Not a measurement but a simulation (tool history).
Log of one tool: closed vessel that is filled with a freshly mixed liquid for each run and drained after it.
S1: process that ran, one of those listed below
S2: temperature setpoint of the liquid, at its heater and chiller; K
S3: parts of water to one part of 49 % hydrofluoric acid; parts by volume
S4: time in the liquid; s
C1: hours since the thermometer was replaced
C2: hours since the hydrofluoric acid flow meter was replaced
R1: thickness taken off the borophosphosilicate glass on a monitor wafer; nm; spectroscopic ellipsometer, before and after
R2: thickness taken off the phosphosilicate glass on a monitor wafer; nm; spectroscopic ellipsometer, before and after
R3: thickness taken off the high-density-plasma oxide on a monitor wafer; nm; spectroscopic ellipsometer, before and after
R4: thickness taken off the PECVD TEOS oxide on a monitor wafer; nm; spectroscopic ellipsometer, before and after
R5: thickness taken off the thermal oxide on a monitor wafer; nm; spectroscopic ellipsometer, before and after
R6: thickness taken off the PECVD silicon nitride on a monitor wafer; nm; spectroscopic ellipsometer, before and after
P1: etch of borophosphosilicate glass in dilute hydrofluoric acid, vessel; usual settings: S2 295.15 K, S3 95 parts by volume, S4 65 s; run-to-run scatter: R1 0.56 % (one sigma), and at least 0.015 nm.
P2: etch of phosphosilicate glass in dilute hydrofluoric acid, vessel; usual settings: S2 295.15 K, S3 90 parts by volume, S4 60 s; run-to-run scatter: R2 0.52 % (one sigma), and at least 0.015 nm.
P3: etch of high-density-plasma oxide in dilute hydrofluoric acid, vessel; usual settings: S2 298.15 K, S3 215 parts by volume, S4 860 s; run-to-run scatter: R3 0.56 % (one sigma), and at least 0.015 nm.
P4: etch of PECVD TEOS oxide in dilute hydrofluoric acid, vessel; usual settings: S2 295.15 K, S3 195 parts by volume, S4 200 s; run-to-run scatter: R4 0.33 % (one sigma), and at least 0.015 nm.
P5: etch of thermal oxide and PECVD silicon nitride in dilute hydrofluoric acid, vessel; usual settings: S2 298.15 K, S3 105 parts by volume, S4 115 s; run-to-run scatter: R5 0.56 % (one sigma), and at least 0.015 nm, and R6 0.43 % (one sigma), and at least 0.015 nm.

run	day	S1	S2	S3	S4	C1	C2	R1	R2	R3	R4	R5	R6
1	0.217	P1	295.15	95	65	296.4	228.7	33.771					
2	0.471	P2	302.65	90	60	302.5	234.8		48.714				
3	0.708	P1	295.15	95	30	308.2	240.5	15.429					
4	1.042	P1	295.15	95	125	316.2	248.5	65.449					
5	1.304	P2	295.15	90	60	322.5	254.8		36.176				
6	1.529	P1	299.15	95	120	327.9	260.2	73.649					
7	1.729	P3	298.15	215	860	332.7	265			36.787			
8	2.096	P4	295.15	195	200	341.5	273.8				15.28		
9	2.271	P4	295.15	195	335	345.7	278				25.644		
10	2.471	P1	301.65	95	65	350.5	282.8	43.524					
11	2.738	P1	298.65	20	65	356.9	289.2	204.14					
12	3.092	P5	290.15	105	115	365.4	297.7					3.8601	3.0307
13	3.404	P2	295.15	125	60	372.9	305.2		25.319				
14	3.646	P2	295.15	90	115	378.7	311		70.207				
15	3.921	P3	291.15	215	860	385.3	317.6			27.649			
16	4.162	P3	298.15	215	45	391.1	323.4			1.8921			
17	4.392	P5	298.15	25	115	396.6	328.9					25.002	21.031
18	4.642	P3	298.15	215	860	402.6	334.9			36.115			
19	5	P3	298.15	100	860	411.2	343.5			88.956			
20	5.354	P1	295.15	95	65	419.7	352	33.719					
21	5.533	P4	295.15	85	200	424	356.3				39.554		
22	5.883	P4	300.65	195	200	432.4	364.7				18.805		
23	6.062	P5	298.15	105	35	436.7	369					1.6476	1.5918
24	6.325	P1	295.15	95	65	443	375.3	33.57					
25	6.588	P2	295.15	90	60	449.3	381.6		36.623				
26	6.929	P1	295.15	95	65	457.5	389.8	33.85					
27	7.1	P1	290.15	95	65	461.6	393.9	27.337					
28	7.462	P1	295.15	160	65	470.3	402.6	18.602					
29	7.75	P5	298.15	105	115	477.2	409.5					5.321	5.1797
30	7.921	P1	295.15	95	65	481.3	413.6	33.552					
31	8.2	P1	295.15	20	65	488	420.3	176.4					
32	8.554	P1	295.15	95	65	496.5	428.8	33.801					
33	8.846	P1	295.15	95	65	503.5	435.8	33.559					
34	9.021	P1	295.15	95	65	507.7	440	34.452					
35	9.304	P1	295.15	95	65	514.5	446.8	35.45					
36	9.567	P1	295.15	95	65	520.8	453.1	35.701					
37	9.858	P1	295.15	95	65	527.8	460.1	36.062					
38	10.025	P1	295.15	95	65	531.8	464.1	36.047					
39	10.388	P1	295.15	95	65	540.5	472.8	35.68					
40	10.75	P1	295.15	95	65	549.2	481.5	36.002					

What P1 gives has crept away from where it was. These 2 causes fit the log equally well, each at the size given:
A: liquid hotter than its thermometer reads (K) = 1.64
B: hydrofluoric acid flow above the setpoint (%) = 6.12
The creep began at about day 8.846.

4 check runs are offered, one wafer each, their results left as question marks. Which one tells the causes apart?
check 1	11.112	P3	294.15	215	340					?			
check 2	11.112	P2	295.15	120	110				?				
check 3	11.112	P4	295.15	90	200						?		
check 4	11.112	P5	298.15	25	50							?	?

What each check would give under each cause:
check	result	if A	if B
check 1	R3	13.197	13.332
check 2	R2	51.468	51.599
check 3	R4	39.732	39.711
check 4	R5	11.637	11.56
check 4	R6	10.297	9.7592
How far apart the two closest causes lie, in the result that separates them most: check 1 1.02 %; check 2 0.25 %; check 3 0.05 %; check 4 5.36 %
Only check 4 tells the causes apart: in the others they would give nearly the same result.

Check 4 was then run and gave: R5 11.571 nm; R6 9.7204 nm. Which cause is it?

It is B: hydrofluoric acid flow above the setpoint (%).
